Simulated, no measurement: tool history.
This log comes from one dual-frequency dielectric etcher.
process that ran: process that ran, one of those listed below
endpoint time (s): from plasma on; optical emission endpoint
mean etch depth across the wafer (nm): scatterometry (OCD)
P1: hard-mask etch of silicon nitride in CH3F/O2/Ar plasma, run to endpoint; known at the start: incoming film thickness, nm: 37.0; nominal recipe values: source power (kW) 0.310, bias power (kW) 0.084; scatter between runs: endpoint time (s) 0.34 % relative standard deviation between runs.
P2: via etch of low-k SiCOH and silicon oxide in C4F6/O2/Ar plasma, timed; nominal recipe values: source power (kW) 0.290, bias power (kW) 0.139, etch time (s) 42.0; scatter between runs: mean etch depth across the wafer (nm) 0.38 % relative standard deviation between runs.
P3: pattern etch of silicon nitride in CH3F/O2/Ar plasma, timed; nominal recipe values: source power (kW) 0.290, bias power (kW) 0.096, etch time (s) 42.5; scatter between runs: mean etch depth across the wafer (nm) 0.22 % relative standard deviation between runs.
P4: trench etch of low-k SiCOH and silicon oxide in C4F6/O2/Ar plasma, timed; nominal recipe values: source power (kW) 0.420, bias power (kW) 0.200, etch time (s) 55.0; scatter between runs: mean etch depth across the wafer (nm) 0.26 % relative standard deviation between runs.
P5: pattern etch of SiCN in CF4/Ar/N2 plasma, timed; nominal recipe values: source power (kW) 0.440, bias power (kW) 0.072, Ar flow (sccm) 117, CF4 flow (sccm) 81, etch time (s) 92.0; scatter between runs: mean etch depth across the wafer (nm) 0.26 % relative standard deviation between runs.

run	hour	process that ran	source power (kW)	bias power (kW)	etch time (s)	Ar flow (sccm)	CF4 flow (sccm)	hours since the last wet clean	hours since the last source power generator calibration	hours since the last bias power generator calibration	endpoint time (s)	mean etch depth across the wafer (nm)
1	11.2	P1	0.310	0.084				166.0	3172.3	2538.4	55.920	
2	18.6	P3	0.290	0.096	54.5			173.4	3179.7	2545.8		36.518
3	31.9	P1	0.240	0.115				186.7	3193.0	2559.1	54.000	
4	39.8	P3	0.290	0.096	42.5			194.6	3200.9	2567.0		28.468
5	52.4	P1	0.310	0.084				207.2	3213.5	2579.6	55.685	
6	65.7	P2	0.290	0.190	42.0			220.5	3226.8	2592.9		98.669
7	80.3	P2	0.290	0.139	55.5			235.1	3241.4	2607.5		117.230
8	94.3	P4	0.420	0.241	55.0			249.1	3255.4	2621.5		203.130
9	104.8	P2	0.290	0.139	42.0			259.6	3265.9	2632.0		89.045
10	117.0	P5	0.440	0.072	92.0	87	81	271.8	3278.1	2644.2		80.477
11	126.8	P2	0.350	0.139	42.0			281.6	3287.9	2654.0		96.221
12	138.7	P1	0.310	0.084				293.5	3299.8	2665.9	55.464	
13	147.9	P3	0.390	0.096	42.5			302.7	3309.0	2675.1		31.733
14	160.1	P5	0.550	0.072	92.0	117	81	314.9	3321.2	2687.3		93.907
15	167.3	P5	0.440	0.072	56.5	117	81	322.1	3328.4	2694.5		47.565
16	178.8	P4	0.420	0.200	30.5			333.6	3339.9	2706.0		105.990
17	185.4	P5	0.440	0.072	92.0	117	57	340.2	3346.5	2712.6		73.327
# hour 193.7: bias power generator calibrated
18	198.6	P4	0.420	0.200	55.0			353.4	3359.7	5.0		191.280
19	209.0	P5	0.440	0.072	92.0	117	81	363.8	3370.1	15.4		77.374
20	218.8	P1	0.310	0.084				373.6	3379.9	25.2	55.539	
21	229.3	P1	0.420	0.084				384.1	3390.4	35.7	49.976	
22	239.2	P4	0.330	0.200	55.0			394.0	3400.3	45.6		175.240
23	248.8	P1	0.310	0.101				403.6	3409.9	55.2	51.829	
24	263.4	P1	0.310	0.067				418.2	3424.5	69.8	60.759	
25	277.0	P5	0.440	0.097	92.0	117	81	431.8	3438.1	83.4		86.012
26	286.8	P1	0.310	0.084				441.6	3447.9	93.2	55.533	
27	297.6	P1	0.180	0.084				452.4	3458.7	104.0	68.163	
28	304.1	P3	0.290	0.127	42.5			458.9	3465.2	110.5		31.681
29	312.5	P2	0.290	0.139	42.0			467.3	3473.6	118.9		89.724
30	327.3	P1	0.310	0.084				482.1	3488.4	133.7	55.405	
31	341.9	P1	0.310	0.084				496.7	3503.0	148.3	56.373	
32	349.5	P1	0.310	0.084				504.3	3510.6	155.9	56.081	
33	357.5	P1	0.310	0.084				512.3	3518.6	163.9	56.675	
# hour 359.9: wet clean of the chamber
34	370.6	P1	0.310	0.084				10.7	3531.7	177.0	56.594	
35	381.7	P1	0.310	0.084				21.8	3542.8	188.1	56.985	
36	389.7	P1	0.310	0.084				29.8	3550.8	196.1	56.506	

P1 has crept away from where it was. The log is fitted equally well by each of these 2 causes, at the sizes shown:
A: bias power that arrives under what is set, % = 4.69
B: source power that arrives under what is set, % = 4.51
The process output started creeping at around hour 327.3.
What rules out each remaining cause:
chamber walls in a state that lowers the etch rate, %: work on it at hour 359.9, done after the drift set in, did not restore what the process gave before

Which of the 4 check runs listed below separates the causes, so that each cause would produce a clearly different result? Each run uses one wafer, and its results are marked with question marks.
check 1	397.7	P5	0.440	0.072	92.0	117	81					?
check 2	397.7	P2	0.290	0.139	42.0							?
check 3	397.7	P4	0.420	0.200	55.0							?
check 4	397.7	P3	0.290	0.096	42.5							?

Predicted outcomes, by check and by cause:
check	result	if A	if B
check 1	mean etch depth across the wafer (nm)	76.117	74.321
check 2	mean etch depth across the wafer (nm)	87.879	87.569
check 3	mean etch depth across the wafer (nm)	188.190	187.720
check 4	mean etch depth across the wafer (nm)	27.981	28.001
Minimum pairwise separation of causes per check, each pair taken at its best-separating result: check 1 2.39 %; check 2 0.35 %; check 3 0.25 %; check 4 0.07 %
Check 1 is the one run that separates the causes; every other check would come out nearly the same whichever cause is at work.

The results of check 1 are: mean etch depth across the wafer (nm) 76.346. Based on these, which of the listed causes is it?

The cause is A: bias power that arrives under what is set, %.

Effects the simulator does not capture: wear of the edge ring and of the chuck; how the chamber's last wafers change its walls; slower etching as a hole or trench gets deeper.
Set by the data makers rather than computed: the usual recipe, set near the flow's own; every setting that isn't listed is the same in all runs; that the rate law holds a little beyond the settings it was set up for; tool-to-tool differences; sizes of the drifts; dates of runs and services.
